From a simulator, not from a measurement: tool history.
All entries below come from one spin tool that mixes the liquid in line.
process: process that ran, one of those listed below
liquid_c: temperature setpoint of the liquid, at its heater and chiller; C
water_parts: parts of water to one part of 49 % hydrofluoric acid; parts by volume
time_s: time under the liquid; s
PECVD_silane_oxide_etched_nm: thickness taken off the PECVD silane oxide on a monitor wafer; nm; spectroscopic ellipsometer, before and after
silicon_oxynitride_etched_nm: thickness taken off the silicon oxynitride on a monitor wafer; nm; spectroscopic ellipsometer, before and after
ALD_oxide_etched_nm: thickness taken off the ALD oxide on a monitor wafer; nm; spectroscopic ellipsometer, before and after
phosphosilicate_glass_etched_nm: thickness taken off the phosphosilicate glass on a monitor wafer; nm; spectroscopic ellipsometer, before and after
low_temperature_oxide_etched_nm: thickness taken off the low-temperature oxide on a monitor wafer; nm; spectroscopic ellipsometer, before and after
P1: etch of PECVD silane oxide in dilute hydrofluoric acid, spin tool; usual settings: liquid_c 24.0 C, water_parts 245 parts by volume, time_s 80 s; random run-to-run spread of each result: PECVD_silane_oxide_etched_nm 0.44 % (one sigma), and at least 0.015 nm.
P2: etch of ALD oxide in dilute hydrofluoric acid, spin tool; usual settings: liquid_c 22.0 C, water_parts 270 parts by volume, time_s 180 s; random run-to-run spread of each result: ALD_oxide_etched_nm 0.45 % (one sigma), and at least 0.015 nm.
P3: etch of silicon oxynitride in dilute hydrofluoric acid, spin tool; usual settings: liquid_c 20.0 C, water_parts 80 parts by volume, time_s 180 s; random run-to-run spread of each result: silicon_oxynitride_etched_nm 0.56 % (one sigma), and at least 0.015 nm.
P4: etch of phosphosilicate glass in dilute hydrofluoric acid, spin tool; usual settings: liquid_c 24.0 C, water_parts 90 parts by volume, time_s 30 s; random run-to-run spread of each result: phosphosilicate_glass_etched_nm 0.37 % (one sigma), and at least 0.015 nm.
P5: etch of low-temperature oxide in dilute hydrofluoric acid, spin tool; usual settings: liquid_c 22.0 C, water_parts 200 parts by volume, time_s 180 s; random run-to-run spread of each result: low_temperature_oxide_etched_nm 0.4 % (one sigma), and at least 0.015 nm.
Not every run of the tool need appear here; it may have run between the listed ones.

run	day	process	liquid_c	water_parts	time_s	hours since the thermometer was replaced	hours since the hydrofluoric acid flow meter was replaced	PECVD_silane_oxide_etched_nm	silicon_oxynitride_etched_nm	ALD_oxide_etched_nm	phosphosilicate_glass_etched_nm	low_temperature_oxide_etched_nm
1	0.233	P1	24.0	245	80	337.3	1708.0	7.7834				
2	0.525	P3	20.0	25	180	344.3	1715.0		24.8540			
3	0.775	P1	24.0	245	80	350.3	1721.0	7.8039				
4	0.996	P1	24.0	245	80	355.6	1726.3	7.7736				
5	1.204	P2	22.0	270	180	360.6	1731.3			16.7680		
6	1.471	P4	24.0	155	30	367.0	1737.7				31.146	
7	1.704	P1	24.0	155	15	372.6	1743.3	2.5062				
8	1.908	P5	17.0	200	180	377.5	1748.2					6.8386
9	2.075	P5	22.0	275	180	381.5	1752.2					5.6213
10	2.300	P1	30.5	245	80	386.9	1757.6	9.7649				
11	2.492	P1	24.0	340	80	391.5	1762.2	5.1170				
12	2.679	P1	24.0	245	20	396.0	1766.7	1.9599				
13	2.838	P5	22.0	200	180	399.8	1770.5					8.2879
14	3.171	P4	24.0	90	15	407.8	1778.5				28.687	
15	3.338	P2	22.0	130	180	411.8	1782.5			40.0290		
16	3.517	P1	24.0	245	80	416.1	1786.8	7.7560				
17	3.721	P3	28.0	80	180	421.0	1791.7		10.8650			
18	3.996	P4	24.0	90	30	427.6	1798.3				57.634	
19	4.254	P1	24.0	105	80	433.8	1804.5	21.4170				
20	4.588	P3	20.0	80	180	441.8	1812.5		7.4643			
21	4.917	P2	29.5	270	180	449.7	1820.4			21.4810		
22	5.112	P2	22.0	270	15	454.4	1825.1			1.4037		
23	5.338	P3	20.0	80	355	459.8	1830.5		14.6200			
24	5.662	P5	22.0	200	50	467.6	1838.3					2.3118
25	5.879	P1	17.5	245	80	472.8	1843.5	6.1060				
26	6.121	P1	24.0	245	80	478.6	1849.3	7.7734				
27	6.462	P1	24.0	245	155	486.8	1857.5	15.1410				
28	6.633	P1	24.0	245	80	490.9	1861.6	7.8023				
29	6.833	P4	24.0	90	30	495.7	1866.4				57.831	
30	7.112	P4	32.5	90	30	502.4	1873.1				80.219	
31	7.400	P1	24.0	245	80	509.3	1880.0	7.8045				
32	7.554	P1	24.0	245	80	513.0	1883.7	7.7666				
33	7.771	P1	24.0	245	80	518.2	1888.9	7.9925				
34	8.025	P1	24.0	245	80	524.3	1895.0	8.0708				
35	8.333	P1	24.0	245	80	531.7	1902.4	8.1840				
36	8.675	P1	24.0	245	80	539.9	1910.6	8.2931				
37	8.896	P1	24.0	245	80	545.2	1915.9	8.2145				
38	9.175	P1	24.0	245	80	551.9	1922.6	8.2722				
39	9.408	P1	24.0	245	80	557.5	1928.2	8.2566				

What P1 gives has crept off from where it sat before. The 2 causes that follow fit the log equally well, each at the size noted:
A: liquid hotter than its thermometer reads (K) = 1.73
B: hydrofluoric acid flow above the setpoint (%) = 5.03
At approximately day 7.554, the process output began to creep.

The list below offers 4 check runs, each averaging the results of 2 wafers, and shows each result as a question mark. For which of them would the listed causes give clearly different results?
check 1	9.642	P3	27.5	35	180				?			
check 2	9.642	P2	22.0	155	15					?		
check 3	9.642	P4	29.5	155	30						?	
check 4	9.642	P5	22.0	265	180							?

Predicted outcomes, by check and by cause:
check	result	if A	if B
check 1	silicon_oxynitride_etched_nm	27.6000	26.7310
check 2	ALD_oxide_etched_nm	2.9161	2.8884
check 3	phosphosilicate_glass_etched_nm	40.462	40.339
check 4	low_temperature_oxide_etched_nm	6.2386	6.2332
Smallest distance between any two causes, each pair judged by its most separating result, in per cent: check 1 3.2 %; check 2 0.95 %; check 3 0.3 %; check 4 0.09 %
The causes can be told apart only by check 1. The other checks would give nearly the same results under each of them.

After running check 1, the following was obtained: silicon_oxynitride_etched_nm 27.5640 nm. Which cause does this point to?

Of the candidate causes, it is A: liquid hotter than its thermometer reads (K).
